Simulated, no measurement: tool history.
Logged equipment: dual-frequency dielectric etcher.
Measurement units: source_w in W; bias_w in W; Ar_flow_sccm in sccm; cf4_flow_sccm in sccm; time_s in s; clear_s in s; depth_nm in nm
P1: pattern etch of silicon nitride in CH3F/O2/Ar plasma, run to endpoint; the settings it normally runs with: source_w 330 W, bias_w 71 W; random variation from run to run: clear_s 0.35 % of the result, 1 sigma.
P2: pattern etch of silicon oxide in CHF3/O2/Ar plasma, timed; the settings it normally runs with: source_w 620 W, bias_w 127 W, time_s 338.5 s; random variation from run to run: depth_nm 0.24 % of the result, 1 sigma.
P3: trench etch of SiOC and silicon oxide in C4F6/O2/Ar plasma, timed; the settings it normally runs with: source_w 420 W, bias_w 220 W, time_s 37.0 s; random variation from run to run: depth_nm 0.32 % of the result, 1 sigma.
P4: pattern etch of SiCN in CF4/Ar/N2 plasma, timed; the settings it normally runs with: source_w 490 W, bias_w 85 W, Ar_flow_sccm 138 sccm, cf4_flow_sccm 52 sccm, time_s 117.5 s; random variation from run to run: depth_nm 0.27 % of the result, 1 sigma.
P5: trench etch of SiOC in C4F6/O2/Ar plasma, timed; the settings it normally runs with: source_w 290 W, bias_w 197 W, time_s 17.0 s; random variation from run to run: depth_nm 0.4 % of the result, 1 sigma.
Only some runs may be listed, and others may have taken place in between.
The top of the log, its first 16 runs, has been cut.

run	hour	process	source_w	bias_w	Ar_flow_sccm	cf4_flow_sccm	time_s	clear_s	depth_nm
17	224.1	P1	330	87				75.905	
18	233.2	P1	330	71				81.614	
19	245.0	P3	420	220			37.0		79.789
# hour 256.1: wet clean of the chamber
20	260.0	P4	490	85	138	52	117.5		106.590
21	273.7	P1	440	87				68.078	
22	286.5	P2	480	127			338.5		539.320
23	299.3	P5	190	197			17.0		27.777
24	313.0	P1	330	71				81.394	
25	321.6	P5	290	197			17.0		32.928
26	338.2	P4	650	85	138	52	117.5		136.730
27	348.7	P2	620	127			186.0		326.960
# hour 359.1: bias power generator calibrated
28	362.1	P5	290	116			17.0		27.767
29	374.2	P4	490	85	138	52	168.0		152.430
30	391.4	P5	290	197			17.0		32.489
31	403.9	P1	330	71				82.108	
32	419.2	P1	330	71				82.306	
33	435.9	P1	330	71				82.839	
34	450.4	P1	330	71				82.838	

Run 35 is up next; what results do you expect?
35	459.6	P1	330	71				?	

clear_s: 82.867 s
